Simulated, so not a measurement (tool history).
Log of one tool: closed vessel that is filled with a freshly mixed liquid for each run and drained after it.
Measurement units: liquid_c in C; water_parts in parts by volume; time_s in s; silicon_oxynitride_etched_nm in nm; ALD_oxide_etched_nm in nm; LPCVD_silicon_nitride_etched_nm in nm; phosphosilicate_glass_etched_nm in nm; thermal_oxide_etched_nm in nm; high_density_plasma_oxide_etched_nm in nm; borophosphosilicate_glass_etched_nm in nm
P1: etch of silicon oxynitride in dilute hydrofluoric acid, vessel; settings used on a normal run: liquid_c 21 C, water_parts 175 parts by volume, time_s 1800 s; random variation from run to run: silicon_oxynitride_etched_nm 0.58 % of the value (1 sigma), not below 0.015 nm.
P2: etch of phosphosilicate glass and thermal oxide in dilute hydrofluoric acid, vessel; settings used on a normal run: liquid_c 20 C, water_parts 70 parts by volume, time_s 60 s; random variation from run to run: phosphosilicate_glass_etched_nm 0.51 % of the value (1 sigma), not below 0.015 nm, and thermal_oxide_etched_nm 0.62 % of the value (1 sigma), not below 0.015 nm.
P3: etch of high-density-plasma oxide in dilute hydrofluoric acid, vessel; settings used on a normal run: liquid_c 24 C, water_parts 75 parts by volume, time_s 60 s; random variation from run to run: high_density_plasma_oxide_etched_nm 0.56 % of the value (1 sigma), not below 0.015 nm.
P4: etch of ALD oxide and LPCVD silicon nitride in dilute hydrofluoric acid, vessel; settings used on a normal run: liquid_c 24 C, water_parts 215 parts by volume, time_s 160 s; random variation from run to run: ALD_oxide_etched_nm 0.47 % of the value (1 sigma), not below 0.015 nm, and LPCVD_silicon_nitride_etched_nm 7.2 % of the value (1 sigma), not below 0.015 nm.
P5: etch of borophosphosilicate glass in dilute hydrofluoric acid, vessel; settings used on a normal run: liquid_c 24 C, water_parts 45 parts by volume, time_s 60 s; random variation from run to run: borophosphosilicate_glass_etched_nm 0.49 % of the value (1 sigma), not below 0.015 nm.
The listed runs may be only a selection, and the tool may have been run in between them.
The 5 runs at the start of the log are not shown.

run,hour,process,liquid_c,water_parts,time_s,silicon_oxynitride_etched_nm,ALD_oxide_etched_nm,LPCVD_silicon_nitride_etched_nm,phosphosilicate_glass_etched_nm,thermal_oxide_etched_nm,high_density_plasma_oxide_etched_nm,borophosphosilicate_glass_etched_nm
6,50.6,P2,20,30,60,,,,212.18,8.6889,,
7,56.8,P3,29,75,60,,,,,,7.7063,
8,65.3,P2,17,70,60,,,,77.118,3.1633,,
9,74.6,P1,21,175,1800,14.525,,,,,,
10,87.1,P5,24,45,110,,,,,,,123.56
11,95.5,P4,24,215,30,,1.8448,0.093564,,,,
12,105.5,P3,24,75,105,,,,,,10.961,
13,117.2,P1,26.5,290,1800,10.26,,,,,,
14,127.4,P1,21,175,1800,14.496,,,,,,
15,138.2,P2,20,70,60,,,,87.16,3.5975,,
16,144.6,P5,24,20,60,,,,,,,157.51
17,153.9,P1,21,310,1800,7.4762,,,,,,
18,162.4,P1,21,175,2920,23.565,,,,,,
19,169.4,P1,24.5,175,845,7.973,,,,,,
20,176.7,P4,20.5,215,160,,8.6992,0.28237,,,,
21,187.7,P1,21,55,1800,50.438,,,,,,
22,198.6,P3,24,75,60,,,,,,6.1878,
23,205.4,P2,20,70,30,,,,43.678,1.8096,,
24,217.9,P5,18.5,45,60,,,,,,,53.256
25,223.7,P3,24,20,60,,,,,,25.388,

Forecast run 26:
26,229.2,P1,21,175,1800,?,,,,,,

Run 26 gave silicon_oxynitride_etched_nm 14.527 nm.
